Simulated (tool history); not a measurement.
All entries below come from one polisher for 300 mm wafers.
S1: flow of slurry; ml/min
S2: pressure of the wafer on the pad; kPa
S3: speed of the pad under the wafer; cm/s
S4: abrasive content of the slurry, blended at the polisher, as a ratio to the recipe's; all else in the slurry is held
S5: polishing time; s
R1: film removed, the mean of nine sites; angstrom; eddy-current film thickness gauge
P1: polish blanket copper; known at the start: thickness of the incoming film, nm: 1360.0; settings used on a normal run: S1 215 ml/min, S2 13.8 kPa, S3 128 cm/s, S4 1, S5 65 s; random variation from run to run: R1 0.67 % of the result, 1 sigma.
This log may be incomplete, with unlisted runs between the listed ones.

{"run": 1, "hour": 6.4, "S1": 215, "S2": 13.8, "S3": 128, "S4": 1, "S5": 65, "R1": 1387.9}
{"run": 2, "hour": 10.3, "S1": 285, "S2": 13.8, "S3": 128, "S4": 1, "S5": 65, "R1": 1415.8}
{"run": 3, "hour": 16.9, "S1": 215, "S2": 13.8, "S3": 128, "S4": 1, "S5": 39, "R1": 828.73}
{"hour": 20.2, "done": "head pressure recalibrated"}
{"run": 4, "hour": 23.7, "S1": 215, "S2": 13.8, "S3": 128, "S4": 1.3, "S5": 94, "R1": 2101.6}
{"run": 5, "hour": 28.2, "S1": 215, "S2": 13.8, "S3": 180, "S4": 1, "S5": 65, "R1": 1942.9}
{"run": 6, "hour": 33.0, "S1": 215, "S2": 13.8, "S3": 176, "S4": 1, "S5": 37, "R1": 1066}
{"run": 7, "hour": 39.6, "S1": 215, "S2": 13.8, "S3": 128, "S4": 1, "S5": 65, "R1": 1374.9}
{"run": 8, "hour": 43.6, "S1": 215, "S2": 13.8, "S3": 128, "S4": 1.4, "S5": 65, "R1": 1477.7}
{"run": 9, "hour": 47.9, "S1": 215, "S2": 13.8, "S3": 128, "S4": 1, "S5": 65, "R1": 1374.9}
{"run": 10, "hour": 52.2, "S1": 215, "S2": 13.8, "S3": 66, "S4": 1, "S5": 65, "R1": 714.98}
{"run": 11, "hour": 57.2, "S1": 215, "S2": 13.8, "S3": 128, "S4": 1, "S5": 65, "R1": 1369}
{"run": 12, "hour": 61.4, "S1": 130, "S2": 13.8, "S3": 128, "S4": 1, "S5": 65, "R1": 1263.8}
{"run": 13, "hour": 66.9, "S1": 215, "S2": 13.8, "S3": 128, "S4": 1, "S5": 95, "R1": 1985.7}
{"run": 14, "hour": 72.2, "S1": 215, "S2": 6.9, "S3": 128, "S4": 1, "S5": 65, "R1": 696.72}
{"hour": 79.0, "done": "slurry blender recalibrated"}
{"run": 15, "hour": 79.1, "S1": 215, "S2": 13.8, "S3": 128, "S4": 0.7, "S5": 65, "R1": 1272.1}
{"run": 16, "hour": 86.9, "S1": 215, "S2": 20.7, "S3": 128, "S4": 1, "S5": 65, "R1": 2069.8}
{"run": 17, "hour": 90.6, "S1": 215, "S2": 13.8, "S3": 128, "S4": 1, "S5": 65, "R1": 1380.6}
{"run": 18, "hour": 97.3, "S1": 215, "S2": 6.2, "S3": 128, "S4": 1.45, "S5": 65, "R1": 663.84}

Expected results for the next run?
{"run": 19, "hour": 104.1, "S1": 215, "S2": 13.8, "S3": 128, "S4": 1, "S5": 65, "R1": "?"}

{"run 19": {"R1": 1371}}

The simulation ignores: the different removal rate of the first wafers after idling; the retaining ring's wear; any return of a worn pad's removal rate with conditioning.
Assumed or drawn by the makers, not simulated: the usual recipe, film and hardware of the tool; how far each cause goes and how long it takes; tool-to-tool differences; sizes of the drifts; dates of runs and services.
